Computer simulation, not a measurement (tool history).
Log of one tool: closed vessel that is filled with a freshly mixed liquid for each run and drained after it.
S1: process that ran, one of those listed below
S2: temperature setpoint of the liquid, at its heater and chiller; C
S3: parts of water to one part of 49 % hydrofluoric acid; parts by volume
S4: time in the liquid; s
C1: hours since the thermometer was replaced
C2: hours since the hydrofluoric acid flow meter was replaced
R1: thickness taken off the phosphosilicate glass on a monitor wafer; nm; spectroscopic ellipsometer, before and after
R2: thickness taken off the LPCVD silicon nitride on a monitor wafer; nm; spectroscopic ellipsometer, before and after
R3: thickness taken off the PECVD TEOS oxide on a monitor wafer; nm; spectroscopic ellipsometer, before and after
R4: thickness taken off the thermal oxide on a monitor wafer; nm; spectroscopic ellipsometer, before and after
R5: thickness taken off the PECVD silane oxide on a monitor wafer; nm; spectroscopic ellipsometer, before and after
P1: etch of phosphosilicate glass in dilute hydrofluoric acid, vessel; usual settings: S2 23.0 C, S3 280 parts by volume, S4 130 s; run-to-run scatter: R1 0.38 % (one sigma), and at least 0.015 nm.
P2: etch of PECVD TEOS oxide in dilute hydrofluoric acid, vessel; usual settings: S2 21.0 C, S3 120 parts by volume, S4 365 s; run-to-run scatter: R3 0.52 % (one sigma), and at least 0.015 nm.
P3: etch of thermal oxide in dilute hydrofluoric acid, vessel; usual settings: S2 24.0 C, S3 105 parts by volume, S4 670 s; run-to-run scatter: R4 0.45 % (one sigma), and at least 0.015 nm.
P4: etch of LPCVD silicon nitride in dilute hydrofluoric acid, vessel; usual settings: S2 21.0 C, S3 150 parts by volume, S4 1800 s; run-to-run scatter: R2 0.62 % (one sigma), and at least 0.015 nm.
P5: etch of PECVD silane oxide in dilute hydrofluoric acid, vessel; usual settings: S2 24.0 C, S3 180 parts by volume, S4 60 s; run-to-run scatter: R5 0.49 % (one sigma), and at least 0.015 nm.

run 1 hour=3.9 | S1=P1 S2=23.0 S3=280 S4=130 | C1=397.0 C2=1720.2 | R1=36.7990
run 2 hour=7.0 | S1=P1 S2=26.5 S3=280 S4=30 | C1=400.1 C2=1723.3 | R1=9.5439
run 3 hour=10.8 | S1=P4 S2=17.0 S3=150 S4=1800 | C1=403.9 C2=1727.1 | R2=3.9520
run 4 hour=15.0 | S1=P1 S2=23.0 S3=280 S4=130 | C1=408.1 C2=1731.3 | R1=36.6640
run 5 hour=18.7 | S1=P1 S2=23.0 S3=485 S4=50 | C1=411.8 C2=1735.0 | R1=6.7497
run 6 hour=20.9 | S1=P2 S2=21.0 S3=120 S4=365 | C1=414.0 C2=1737.2 | R3=52.523
run 7 hour=24.0 | S1=P2 S2=21.0 S3=205 S4=365 | C1=417.1 C2=1740.3 | R3=28.189
run 8 hour=26.1 | S1=P2 S2=29.0 S3=120 S4=365 | C1=419.2 C2=1742.4 | R3=72.333
run 9 hour=28.8 | S1=P3 S2=28.5 S3=105 S4=670 | C1=421.9 C2=1745.1 | R4=33.859
run 10 hour=30.9 | S1=P3 S2=24.0 S3=105 S4=670 | C1=424.0 C2=1747.2 | R4=28.592
run 11 hour=34.2 | S1=P5 S2=24.0 S3=325 S4=60 | C1=427.3 C2=1750.5 | R5=4.4750
run 12 hour=38.1 | S1=P5 S2=24.0 S3=180 S4=60 | C1=431.2 C2=1754.4 | R5=9.3475
run 13 hour=41.5 | S1=P3 S2=24.0 S3=105 S4=670 | C1=434.6 C2=1757.8 | R4=28.682
run 14 hour=44.6 | S1=P1 S2=23.0 S3=280 S4=130 | C1=437.7 C2=1760.9 | R1=36.6790
run 15 hour=48.8 | S1=P4 S2=21.0 S3=150 S4=3525 | C1=441.9 C2=1765.1 | R2=10.2800
run 16 hour=53.0 | S1=P1 S2=17.0 S3=280 S4=130 | C1=446.1 C2=1769.3 | R1=29.2150
run 17 hour=56.8 | S1=P1 S2=23.0 S3=145 S4=130 | C1=449.9 C2=1773.1 | R1=82.0220
run 18 hour=60.8 | S1=P1 S2=23.0 S3=280 S4=130 | C1=453.9 C2=1777.1 | R1=36.3990
run 19 hour=65.1 | S1=P4 S2=21.0 S3=25 S4=1800 | C1=458.2 C2=1781.4 | R2=30.1210
run 20 hour=67.4 | S1=P4 S2=21.0 S3=150 S4=1800 | C1=460.5 C2=1783.7 | R2=5.1912
run 21 hour=69.8 | S1=P3 S2=24.0 S3=140 S4=670 | C1=462.9 C2=1786.1 | R4=20.303
run 22 hour=72.7 | S1=P3 S2=24.0 S3=105 S4=370 | C1=465.8 C2=1789.0 | R4=15.793
run 23 hour=77.1 | S1=P2 S2=21.0 S3=120 S4=30 | C1=470.2 C2=1793.4 | R3=4.295
run 24 hour=80.9 | S1=P5 S2=24.0 S3=180 S4=30 | C1=474.0 C2=1797.2 | R5=4.7259
run 25 hour=83.9 | S1=P5 S2=27.5 S3=180 S4=60 | C1=477.0 C2=1800.2 | R5=10.6290
run 26 hour=87.1 | S1=P1 S2=23.0 S3=280 S4=130 | C1=480.2 C2=1803.4 | R1=36.5390

The next listed run, before its measurement:
run 27 hour=89.6 | S1=P1 S2=23.0 S3=280 S4=240 | C1=482.7 C2=1805.9 | R1=?

{"run 27": {"R1": 67.814}}
